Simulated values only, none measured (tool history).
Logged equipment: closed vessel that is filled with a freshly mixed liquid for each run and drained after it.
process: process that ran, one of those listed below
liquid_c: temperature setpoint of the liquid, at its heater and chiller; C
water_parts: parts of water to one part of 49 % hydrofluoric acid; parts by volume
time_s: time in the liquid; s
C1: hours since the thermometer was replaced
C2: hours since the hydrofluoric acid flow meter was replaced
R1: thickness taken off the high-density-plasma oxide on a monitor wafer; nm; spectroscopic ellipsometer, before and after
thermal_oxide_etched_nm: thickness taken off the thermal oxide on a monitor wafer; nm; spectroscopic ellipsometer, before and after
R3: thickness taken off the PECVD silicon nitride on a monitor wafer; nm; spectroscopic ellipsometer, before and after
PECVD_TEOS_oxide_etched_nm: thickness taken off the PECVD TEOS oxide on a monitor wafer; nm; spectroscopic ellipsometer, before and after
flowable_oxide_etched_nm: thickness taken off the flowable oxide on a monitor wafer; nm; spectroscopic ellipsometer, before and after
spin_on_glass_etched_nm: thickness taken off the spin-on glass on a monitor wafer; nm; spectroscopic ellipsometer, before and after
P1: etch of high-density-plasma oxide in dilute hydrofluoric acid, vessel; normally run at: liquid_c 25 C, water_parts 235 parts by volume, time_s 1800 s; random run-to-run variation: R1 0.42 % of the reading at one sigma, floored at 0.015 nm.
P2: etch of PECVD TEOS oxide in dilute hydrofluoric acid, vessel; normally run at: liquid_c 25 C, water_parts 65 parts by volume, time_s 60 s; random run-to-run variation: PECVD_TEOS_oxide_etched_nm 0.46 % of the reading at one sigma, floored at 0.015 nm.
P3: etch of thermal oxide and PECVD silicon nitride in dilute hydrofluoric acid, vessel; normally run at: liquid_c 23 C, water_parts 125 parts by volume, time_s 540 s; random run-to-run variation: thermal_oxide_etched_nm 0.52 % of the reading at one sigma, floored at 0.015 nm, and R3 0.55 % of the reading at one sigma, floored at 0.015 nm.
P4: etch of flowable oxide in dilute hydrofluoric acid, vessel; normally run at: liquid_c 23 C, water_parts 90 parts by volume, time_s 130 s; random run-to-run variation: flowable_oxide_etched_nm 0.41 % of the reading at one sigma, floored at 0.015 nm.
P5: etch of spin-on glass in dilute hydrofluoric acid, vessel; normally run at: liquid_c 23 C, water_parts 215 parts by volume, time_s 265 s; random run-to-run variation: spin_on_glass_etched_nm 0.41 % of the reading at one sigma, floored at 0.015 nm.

Run 1, hour 4.7: process P1, liquid_c 25 C, water_parts 235 parts by volume, time_s 1800 s; C1 858.2; C2 349.1. Result: R1 42.342 nm.
Run 2, hour 9.7: process P3, liquid_c 31 C, water_parts 125 parts by volume, time_s 540 s; C1 863.2; C2 354.1. Result: thermal_oxide_etched_nm 25.426 nm, R3 11.761 nm.
Run 3, hour 13.6: process P1, liquid_c 25 C, water_parts 325 parts by volume, time_s 1800 s; C1 867.1; C2 358. Result: R1 27.854 nm.
Run 4, hour 20.8: process P1, liquid_c 25 C, water_parts 235 parts by volume, time_s 3205 s; C1 874.3; C2 365.2. Result: R1 74.94 nm.
Run 5, hour 25.6: process P2, liquid_c 33 C, water_parts 65 parts by volume, time_s 60 s; C1 879.1; C2 370. Result: PECVD_TEOS_oxide_etched_nm 19.61 nm.
Run 6, hour 32.4: process P4, liquid_c 23 C, water_parts 90 parts by volume, time_s 225 s; C1 885.9; C2 376.8. Result: flowable_oxide_etched_nm 80.065 nm.
Run 7, hour 38.1: process P5, liquid_c 23 C, water_parts 115 parts by volume, time_s 265 s; C1 891.6; C2 382.5. Result: spin_on_glass_etched_nm 45.728 nm.
Run 8, hour 45: process P2, liquid_c 25 C, water_parts 65 parts by volume, time_s 30 s; C1 898.5; C2 389.4. Result: PECVD_TEOS_oxide_etched_nm 7.2147 nm.
Run 9, hour 50.5: process P3, liquid_c 23 C, water_parts 125 parts by volume, time_s 540 s; C1 904; C2 394.9. Result: thermal_oxide_etched_nm 18.833 nm, R3 7.0218 nm.
Run 10, hour 53.8: process P1, liquid_c 25 C, water_parts 235 parts by volume, time_s 1800 s; C1 907.3; C2 398.2. Result: R1 42.274 nm.
Run 11, hour 56.9: process P5, liquid_c 30 C, water_parts 215 parts by volume, time_s 265 s; C1 910.4; C2 401.3. Result: spin_on_glass_etched_nm 28.069 nm.
Run 12, hour 61.6: process P1, liquid_c 28.5 C, water_parts 235 parts by volume, time_s 2565 s; C1 915.1; C2 406. Result: R1 68.527 nm.
Run 13, hour 68.7: process P1, liquid_c 25 C, water_parts 70 parts by volume, time_s 1800 s; C1 922.2; C2 413.1. Result: R1 171.95 nm.
Run 14, hour 75.2: process P5, liquid_c 23 C, water_parts 215 parts by volume, time_s 265 s; C1 928.7; C2 419.6. Result: spin_on_glass_etched_nm 21.871 nm.
Run 15, hour 79.9: process P4, liquid_c 23 C, water_parts 155 parts by volume, time_s 130 s; C1 933.4; C2 424.3. Result: flowable_oxide_etched_nm 25.195 nm.
Run 16, hour 86.3: process P1, liquid_c 30 C, water_parts 235 parts by volume, time_s 1800 s; C1 939.8; C2 430.7. Result: R1 50.657 nm.
Run 17, hour 90.5: process P5, liquid_c 23 C, water_parts 215 parts by volume, time_s 30 s; C1 944; C2 434.9. Result: spin_on_glass_etched_nm 2.4556 nm.
Run 18, hour 94.7: process P4, liquid_c 23 C, water_parts 90 parts by volume, time_s 130 s; C1 948.2; C2 439.1. Result: flowable_oxide_etched_nm 46.002 nm.
Run 19, hour 99.6: process P1, liquid_c 25 C, water_parts 235 parts by volume, time_s 1800 s; C1 953.1; C2 444. Result: R1 42.673 nm.
Run 20, hour 103.8: process P1, liquid_c 25 C, water_parts 235 parts by volume, time_s 1800 s; C1 957.3; C2 448.2. Result: R1 42.092 nm.
Run 21, hour 107: process P4, liquid_c 28.5 C, water_parts 90 parts by volume, time_s 130 s; C1 960.5; C2 451.4. Result: flowable_oxide_etched_nm 57.509 nm.
Run 22, hour 112.6: process P3, liquid_c 23 C, water_parts 30 parts by volume, time_s 540 s; C1 966.1; C2 457. Result: thermal_oxide_etched_nm 87.758 nm, R3 28.397 nm.
Run 23, hour 116.5: process P3, liquid_c 23 C, water_parts 125 parts by volume, time_s 175 s; C1 970; C2 460.9. Result: thermal_oxide_etched_nm 6.1309 nm, R3 2.2333 nm.
Run 24, hour 123.6: process P2, liquid_c 25 C, water_parts 65 parts by volume, time_s 60 s; C1 977.1; C2 468. Result: PECVD_TEOS_oxide_etched_nm 14.538 nm.
Run 25, hour 128.3: process P1, liquid_c 25 C, water_parts 235 parts by volume, time_s 80 s; C1 981.8; C2 472.7. Result: R1 1.8888 nm.
Run 26, hour 133.9: process P1, liquid_c 21 C, water_parts 235 parts by volume, time_s 1800 s; C1 987.4; C2 478.3. Result: R1 36.414 nm.
Run 27, hour 138.4: process P5, liquid_c 23 C, water_parts 215 parts by volume, time_s 265 s; C1 991.9; C2 482.8. Result: spin_on_glass_etched_nm 21.797 nm.
Run 28, hour 141.5: process P1, liquid_c 25 C, water_parts 235 parts by volume, time_s 1800 s; C1 995; C2 485.9. Result: R1 42.037 nm.
Run 29, hour 147.1: process P2, liquid_c 25 C, water_parts 100 parts by volume, time_s 60 s; C1 1000.6; C2 491.5. Result: PECVD_TEOS_oxide_etched_nm 8.9891 nm.
Run 30, hour 153.8: process P1, liquid_c 25 C, water_parts 235 parts by volume, time_s 1800 s; C1 1007.3; C2 498.2. Result: R1 42.408 nm.
Run 31, hour 158.6: process P1, liquid_c 25 C, water_parts 235 parts by volume, time_s 1800 s; C1 1012.1; C2 503. Result: R1 43.431 nm.
Run 32, hour 165.1: process P1, liquid_c 25 C, water_parts 235 parts by volume, time_s 1800 s; C1 1018.6; C2 509.5. Result: R1 44.579 nm.
Run 33, hour 168.2: process P1, liquid_c 25 C, water_parts 235 parts by volume, time_s 1800 s; C1 1021.7; C2 512.6. Result: R1 44.745 nm.
Run 34, hour 173.4: process P1, liquid_c 25 C, water_parts 235 parts by volume, time_s 1800 s; C1 1026.9; C2 517.8. Result: R1 45.12 nm.
Run 35, hour 176.6: process P1, liquid_c 25 C, water_parts 235 parts by volume, time_s 1800 s; C1 1030.1; C2 521. Result: R1 44.813 nm.
Run 36, hour 183.8: process P1, liquid_c 25 C, water_parts 235 parts by volume, time_s 1800 s; C1 1037.3; C2 528.2. Result: R1 45.122 nm.
Run 37, hour 188.5: process P1, liquid_c 25 C, water_parts 235 parts by volume, time_s 1800 s; C1 1042; C2 532.9. Result: R1 45.149 nm.
Run 38, hour 194.3: process P1, liquid_c 25 C, water_parts 235 parts by volume, time_s 1800 s; C1 1047.8; C2 538.7. Result: R1 45.433 nm.

Compared with where it was, what P1 gives has crept away. Each cause listed below fits the log as well as the rest, at the size given for it:
A: liquid hotter than its thermometer reads (K) = 2.08
B: hydrofluoric acid flow above the setpoint (%) = 6.06
At approximately hour 153.8, the process output began to creep.

Each of the 4 check runs below uses one wafer; its results are left as question marks. Which run tells the causes apart?
Run check 1, hour 200.1: process P2, liquid_c 32.5 C, water_parts 90 parts by volume, time_s 60 s. Result: PECVD_TEOS_oxide_etched_nm ?.
Run check 2, hour 200.1: process P5, liquid_c 27.5 C, water_parts 150 parts by volume, time_s 265 s. Result: spin_on_glass_etched_nm ?.
Run check 3, hour 200.1: process P4, liquid_c 28 C, water_parts 145 parts by volume, time_s 130 s. Result: flowable_oxide_etched_nm ?.
Run check 4, hour 200.1: process P3, liquid_c 23 C, water_parts 35 parts by volume, time_s 540 s. Result: thermal_oxide_etched_nm ?, R3 ?.

If the cause were each of the candidates in turn, the checks would give the following:
  check                      result    if A    if B
check 1  PECVD_TEOS_oxide_etched_nm  14.567  14.429
check 2     spin_on_glass_etched_nm  42.874    42.6
check 3    flowable_oxide_etched_nm    35.1  34.872
check 4     thermal_oxide_etched_nm  81.519  79.493
check 4                          R3  28.122  25.849
Per check, the gap between the least separated pair of causes, taken in the result that splits them most: check 1 0.95 %; check 2 0.64 %; check 3 0.65 %; check 4 8.43 %
Only in check 4 would the causes give clearly different results; in the remaining checks their results would be nearly the same.

After running check 4, the following was obtained: thermal_oxide_etched_nm 79.487 nm; R3 25.781 nm. Which cause does this point to?

It is B: hydrofluoric acid flow above the setpoint (%).
